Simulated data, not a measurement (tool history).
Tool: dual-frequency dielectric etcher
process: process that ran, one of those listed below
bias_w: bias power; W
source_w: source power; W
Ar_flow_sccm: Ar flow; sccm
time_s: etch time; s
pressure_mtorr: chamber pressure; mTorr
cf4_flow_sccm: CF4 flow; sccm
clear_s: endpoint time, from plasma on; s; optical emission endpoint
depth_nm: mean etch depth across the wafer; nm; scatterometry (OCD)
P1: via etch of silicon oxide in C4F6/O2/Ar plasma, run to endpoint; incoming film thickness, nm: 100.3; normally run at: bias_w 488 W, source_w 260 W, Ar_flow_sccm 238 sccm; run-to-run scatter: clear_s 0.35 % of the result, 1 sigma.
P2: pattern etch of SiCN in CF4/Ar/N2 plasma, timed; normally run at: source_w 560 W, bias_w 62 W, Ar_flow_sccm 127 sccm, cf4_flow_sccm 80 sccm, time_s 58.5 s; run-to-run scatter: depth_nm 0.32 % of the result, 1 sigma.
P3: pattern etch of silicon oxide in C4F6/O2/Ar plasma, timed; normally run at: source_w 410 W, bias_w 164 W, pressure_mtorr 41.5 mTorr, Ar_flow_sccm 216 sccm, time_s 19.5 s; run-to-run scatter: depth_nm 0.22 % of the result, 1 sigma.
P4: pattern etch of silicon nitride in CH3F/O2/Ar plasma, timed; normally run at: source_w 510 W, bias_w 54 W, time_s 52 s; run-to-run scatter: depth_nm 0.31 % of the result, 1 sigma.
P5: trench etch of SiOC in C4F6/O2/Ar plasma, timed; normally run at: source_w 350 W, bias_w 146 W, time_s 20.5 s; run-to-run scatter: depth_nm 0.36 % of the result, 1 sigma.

run   hour  process  bias_w  source_w  Ar_flow_sccm  time_s  pressure_mtorr  cf4_flow_sccm  hours since the last wet clean  hours since the last bias power generator calibration  hours since the last source power generator calibration  hours since the last Ar flow controller change  clear_s  depth_nm
  1    9.7       P1     488       260           238                                                                  123.3                                                 2356.9                                                    550.5                                            1256   24.951
  2   15.7       P4      54       510                  76.5                                                          129.3                                                 2362.9                                                    556.5                                            1262             53.467
  3     22       P1     591       260           238                                                                  135.6                                                 2369.2                                                    562.8                                          1268.3   23.123
  4     34       P3     164       410           216    14.5            41.5                                          147.6                                                 2381.2                                                    574.8                                          1280.3             42.439
  5   44.6       P1     488       260           238                                                                  158.2                                                 2391.8                                                    585.4                                          1290.9   24.853
  6   54.8       P4      54       510                    52                                                          168.4                                                   2402                                                    595.6                                          1301.1             36.416
  7   63.1       P5     102       350                  20.5                                                          176.7                                                 2410.3                                                    603.9                                          1309.4             34.635
  8   69.3       P3     213       410           216    19.5            41.5                                          182.9                                                 2416.5                                                    610.1                                          1315.6             61.874
  9   78.4       P3     164       290           216    19.5            41.5                                            192                                                 2425.6                                                    619.2                                          1324.7             49.722
 10   84.9       P1     333       260           238                                                                  198.5                                                 2432.1                                                    625.7                                          1331.2   28.715
 11     97       P4      73       510                    52                                                          210.6                                                 2444.2                                                    637.8                                          1343.3             40.069
 12  106.6       P1     488       180           238                                                                  220.2                                                 2453.8                                                    647.4                                          1352.9   28.404
 13  118.9       P1     488       260           335                                                                  232.5                                                 2466.1                                                    659.7                                          1365.2    25.76
 14  130.3       P1     348       320           238                                                                  243.9                                                 2477.5                                                    671.1                                          1376.6   26.136
 15  140.5       P5     146       350                  20.5                                                          254.1                                                 2487.7                                                    681.3                                          1386.8             38.501
 16  146.9       P2      62       560           127    87.5                             80                           260.5                                                 2494.1                                                    687.7                                          1393.2             83.132
 17  156.4       P3     164       410           216    19.5            30.5                                            270                                                 2503.6                                                    697.2                                          1402.7             59.174
 18  162.5       P4      54       730                    52                                                          276.1                                                 2509.7                                                    703.3                                          1408.8             41.788
 19  168.1       P5     146       500                  20.5                                                          281.7                                                 2515.3                                                    708.9                                          1414.4             44.219
 20  180.6       P2      85       560           127    58.5                             80                           294.2                                                 2527.8                                                    721.4                                          1426.9             61.468
 21  189.2       P1     488       350           238                                                                  302.8                                                 2536.4                                                      730                                          1435.5   22.293
 22  195.4       P1     488       260           238                                                                    309                                                 2542.6                                                    736.2                                          1441.7   24.899
 23  204.1       P2      62       560           127    58.5                             96                           317.7                                                 2551.3                                                    744.9                                          1450.4             57.375
 24  214.3       P3     164       410           271    19.5            41.5                                          327.9                                                 2561.5                                                    755.1                                          1460.6             55.593
 25  222.8       P1     488       260           148                                                                  336.4                                                   2570                                                    763.6                                          1469.1   23.477
 26  235.2       P3     164       410           216    19.5            41.5                                          348.8                                                 2582.4                                                      776                                          1481.5             56.783
 27  243.3       P2      62       560           127    58.5                             80                           356.9                                                 2590.5                                                    784.1                                          1489.6             55.256
 28    251       P5     146       350                  25.5                                                          364.6                                                 2598.2                                                    791.8                                          1497.3             47.941
 29  259.3       P2      62       560           172    58.5                             80                           372.9                                                 2606.5                                                    800.1                                          1505.6             52.391
 30  271.5       P1     488       260           238                                                                  385.1                                                 2618.7                                                    812.3                                          1517.8   24.854
 31  282.7       P2      62       400           127    58.5                             80                           396.3                                                 2629.9                                                    823.5                                            1529             41.242
 32  290.4       P1     488       260           238                                                                    404                                                 2637.6                                                    831.2                                          1536.7   24.833
 33  297.6       P1     488       260           238                                                                  411.2                                                 2644.8                                                    838.4                                          1543.9   25.007
 34  307.4       P1     488       260           238                                                                    421                                                 2654.6                                                    848.2                                          1553.7   25.237
     317.6  -- wet clean of the chamber
 35    320       P1     488       260           238                                                                    2.4                                                 2667.2                                                    860.8                                          1566.3   25.158
 36  330.4       P1     488       260           238                                                                   12.8                                                 2677.6                                                    871.2                                          1576.7   25.357
 37  339.2       P1     488       260           238                                                                   21.6                                                 2686.4                                                      880                                          1585.5   25.225
 38  351.7       P1     488       260           238                                                                   34.1                                                 2698.9                                                    892.5                                            1598   25.286

What P1 gives has crept away from where it was. These 2 causes fit the log equally well, each at the size given:
A: source power that arrives under what is set, % = 4.71
B: bias power that arrives under what is set, % = 4.55
The creep began at about hour 290.4.
Why every other cause is out:
chamber walls in a state that lowers the etch rate, %: serviced at hour 317.6, which brought nothing back
Ar flow that arrives over what is set, %: at most 8, which would move clear_s by +0.9 %: too little, or the wrong way

4 check runs are offered, one wafer each, their results left as question marks. Which one tells the causes apart?
check 1  364.2       P2      62       560           172    58.5                             80                                                                                                                                                                                                                  ?
check 2  364.2       P3     164       320           264    19.5            41.5                                                                                                                                                                                                                                 ?
check 3  364.2       P4      54       590                    69                                                                                                                                                                                                                                                 ?
check 4  364.2       P5     146       350                    24                                                                                                                                                                                                                                                 ?

What each check would give under each cause:
  check    result    if A    if B
check 1  depth_nm  50.347  51.665
check 2  depth_nm  49.604  49.813
check 3  depth_nm  50.167  50.399
check 4  depth_nm  44.071  44.284
How far apart the two closest causes lie, in the result that separates them most: check 1 2.58 %; check 2 0.42 %; check 3 0.46 %; check 4 0.48 %
Only check 1 tells the causes apart: in the others they would give nearly the same result.

Then check 1 was run and gave: depth_nm 50.235 nm. Which cause is it?

It is A: source power that arrives under what is set, %.

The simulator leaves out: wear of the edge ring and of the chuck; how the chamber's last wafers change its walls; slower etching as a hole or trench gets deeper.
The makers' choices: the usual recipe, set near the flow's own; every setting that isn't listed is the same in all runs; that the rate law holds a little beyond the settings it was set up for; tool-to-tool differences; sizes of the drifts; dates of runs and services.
